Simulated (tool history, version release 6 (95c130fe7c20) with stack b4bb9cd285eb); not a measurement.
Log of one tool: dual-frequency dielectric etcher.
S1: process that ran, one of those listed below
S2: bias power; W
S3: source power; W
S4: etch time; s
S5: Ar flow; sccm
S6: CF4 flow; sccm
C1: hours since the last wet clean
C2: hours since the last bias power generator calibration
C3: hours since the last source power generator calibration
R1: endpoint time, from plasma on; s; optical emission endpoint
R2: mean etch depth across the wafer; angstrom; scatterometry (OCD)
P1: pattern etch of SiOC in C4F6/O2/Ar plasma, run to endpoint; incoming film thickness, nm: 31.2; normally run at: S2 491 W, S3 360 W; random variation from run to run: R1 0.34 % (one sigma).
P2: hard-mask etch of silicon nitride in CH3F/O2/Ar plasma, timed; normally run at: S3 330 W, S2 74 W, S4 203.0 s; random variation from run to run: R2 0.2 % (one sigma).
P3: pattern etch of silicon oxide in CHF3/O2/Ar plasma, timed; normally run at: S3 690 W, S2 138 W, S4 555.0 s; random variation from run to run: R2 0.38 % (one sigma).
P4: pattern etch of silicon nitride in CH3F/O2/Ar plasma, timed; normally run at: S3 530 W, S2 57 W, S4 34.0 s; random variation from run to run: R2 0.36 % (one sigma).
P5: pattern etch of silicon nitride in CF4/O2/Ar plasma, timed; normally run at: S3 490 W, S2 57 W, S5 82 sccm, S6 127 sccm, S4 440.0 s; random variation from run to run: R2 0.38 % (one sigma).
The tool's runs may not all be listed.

| run | day | S1 | S2 | S3 | S4 | S5 | S6 | C1 | C2 | C3 | R1 | R2 |
|---|---|---|---|---|---|---|---|---|---|---|---|---|
| 1 | 0.250 | P1 | 491 | 360 |  |  |  | 170.5 | 2479.4 | 213.0 | 10.8590 |  |
| 2 | 0.538 | P1 | 331 | 450 |  |  |  | 177.4 | 2486.3 | 219.9 | 11.5270 |  |
| 3 | 0.738 | P1 | 491 | 510 |  |  |  | 182.2 | 2491.1 | 224.7 | 9.5338 |  |
| 4 | 1.058 | P2 | 74 | 330 | 203.0 |  |  | 189.9 | 2498.8 | 232.4 |  | 1315.00 |
| 5 | 1.275 | P3 | 169 | 690 | 555.0 |  |  | 195.1 | 2504.0 | 237.6 |  | 11608.00 |
| 6 | 1.575 | P3 | 138 | 460 | 555.0 |  |  | 202.3 | 2511.2 | 244.8 |  | 9293.40 |
| 7 | 1.904 | P1 | 491 | 360 |  |  |  | 210.2 | 2519.1 | 252.7 | 10.8190 |  |
| 8 | 2.258 | P4 | 57 | 530 | 34.0 |  |  | 218.7 | 2527.6 | 261.2 |  | 246.93 |
| 9 | 2.454 | P2 | 74 | 430 | 203.0 |  |  | 223.4 | 2532.3 | 265.9 |  | 1448.80 |
| 10 | 2.679 | P4 | 57 | 530 | 23.0 |  |  | 228.8 | 2537.7 | 271.3 |  | 169.09 |
| 11 | 2.979 | P1 | 491 | 360 |  |  |  | 236.0 | 2544.9 | 278.5 | 10.8510 |  |
| 12 | 3.238 | P4 | 57 | 370 | 34.0 |  |  | 242.2 | 2551.1 | 284.7 |  | 215.87 |
| 13 | 3.542 | P5 | 39 | 490 | 440.0 | 82 | 127 | 249.5 | 2558.4 | 292.0 |  | 8044.70 |
| 14 | 3.908 | P5 | 57 | 490 | 440.0 | 107 | 127 | 258.3 | 2567.2 | 300.8 |  | 8920.40 |
| 15 | 4.250 | P4 | 57 | 530 | 34.0 |  |  | 266.5 | 2575.4 | 309.0 |  | 249.83 |
| 16 | 4.467 | P2 | 74 | 330 | 113.5 |  |  | 271.7 | 2580.6 | 314.2 |  | 732.36 |
| 17 | 4.700 | P1 | 491 | 250 |  |  |  | 277.3 | 2586.2 | 319.8 | 12.4950 |  |
| 18 | 5.008 | P5 | 57 | 610 | 440.0 | 82 | 127 | 284.7 | 2593.6 | 327.2 |  | 11190.00 |
| 19 | 5.221 | P5 | 57 | 490 | 440.0 | 82 | 160 | 289.8 | 2598.7 | 332.3 |  | 9424.10 |
| 20 | 5.521 | P1 | 348 | 360 |  |  |  | 297.0 | 2605.9 | 339.5 | 12.2530 |  |
| 21 | 5.883 | P1 | 491 | 360 |  |  |  | 305.7 | 2614.6 | 348.2 | 10.8840 |  |
| 22 | 6.083 | P5 | 57 | 490 | 440.0 | 82 | 127 | 310.5 | 2619.4 | 353.0 |  | 9203.10 |
| 23 | 6.254 | P2 | 95 | 330 | 203.0 |  |  | 314.6 | 2623.5 | 357.1 |  | 1437.80 |
| 24 | 6.433 | P2 | 74 | 330 | 203.0 |  |  | 318.9 | 2627.8 | 361.4 |  | 1309.50 |
| 25 | 6.596 | P1 | 696 | 360 |  |  |  | 322.8 | 2631.7 | 365.3 | 9.4760 |  |
| 26 | 6.858 | P3 | 138 | 690 | 312.5 |  |  | 329.1 | 2638.0 | 371.6 |  | 6152.40 |
|  | 6.988 | source power generator calibrated |
| 27 | 7.225 | P3 | 138 | 690 | 555.0 |  |  | 337.9 | 2646.8 | 5.7 |  | 10856.00 |
| 28 | 7.483 | P4 | 71 | 530 | 34.0 |  |  | 344.1 | 2653.0 | 11.9 |  | 268.16 |
| 29 | 7.767 | P5 | 57 | 490 | 632.5 | 82 | 127 | 350.9 | 2659.8 | 18.7 |  | 13304.00 |
| 30 | 8.112 | P1 | 491 | 360 |  |  |  | 359.2 | 2668.1 | 27.0 | 10.8430 |  |
| 31 | 8.329 | P1 | 491 | 360 |  |  |  | 364.4 | 2673.3 | 32.2 | 10.7680 |  |
| 32 | 8.604 | P1 | 491 | 360 |  |  |  | 371.0 | 2679.9 | 38.8 | 10.6440 |  |
| 33 | 8.917 | P1 | 491 | 360 |  |  |  | 378.5 | 2687.4 | 46.3 | 10.6890 |  |
|  | 8.954 | wet clean of the chamber |
| 34 | 9.175 | P1 | 491 | 360 |  |  |  | 5.4 | 2693.6 | 52.5 | 10.6710 |  |
| 35 | 9.492 | P1 | 491 | 360 |  |  |  | 13.0 | 2701.2 | 60.1 | 10.6630 |  |
| 36 | 9.746 | P1 | 491 | 360 |  |  |  | 19.1 | 2707.3 | 66.2 | 10.6390 |  |
| 37 | 10.025 | P1 | 491 | 360 |  |  |  | 25.8 | 2714.0 | 72.9 | 10.7170 |  |

What P1 gives has crept away from where it was. These 2 causes fit the log equally well, each at the size given:
A: bias power that arrives over what is set, % = 4.64
B: source power that arrives over what is set, % = 4.73
The creep began at about day 8.112.
Why every other cause is out:
chamber walls in a state that raises the etch rate, %: serviced at day 8.954, which brought nothing back

4 check runs are offered, each on 2 wafers whose results are averaged, their results left as question marks. Which one tells the causes apart?
| check 1 | 10.304 | P5 | 57 | 490 | 440.0 | 100 | 127 |  |  |  |  | ? |
| check 2 | 10.304 | P4 | 57 | 450 | 27.5 |  |  |  |  |  |  | ? |
| check 3 | 10.304 | P3 | 169 | 690 | 441.0 |  |  |  |  |  |  | ? |
| check 4 | 10.304 | P2 | 74 | 410 | 130.5 |  |  |  |  |  |  | ? |

What each check would give under each cause:
| check | result | if A | if B |
|---|---|---|---|
| check 1 | R2 | 9184.40 | 9400.40 |
| check 2 | R2 | 191.60 | 192.23 |
| check 3 | R2 | 9366.30 | 9392.90 |
| check 4 | R2 | 928.91 | 930.59 |
How far apart the two closest causes lie, in the result that separates them most: check 1 2.32 %; check 2 0.33 %; check 3 0.28 %; check 4 0.18 %
Check 1 tells the causes apart: in the others they would give nearly the same result.

Then check 1 was run and gave: R2 9415.20 angstrom. Which cause is it?

It is B: source power that arrives over what is set, %.

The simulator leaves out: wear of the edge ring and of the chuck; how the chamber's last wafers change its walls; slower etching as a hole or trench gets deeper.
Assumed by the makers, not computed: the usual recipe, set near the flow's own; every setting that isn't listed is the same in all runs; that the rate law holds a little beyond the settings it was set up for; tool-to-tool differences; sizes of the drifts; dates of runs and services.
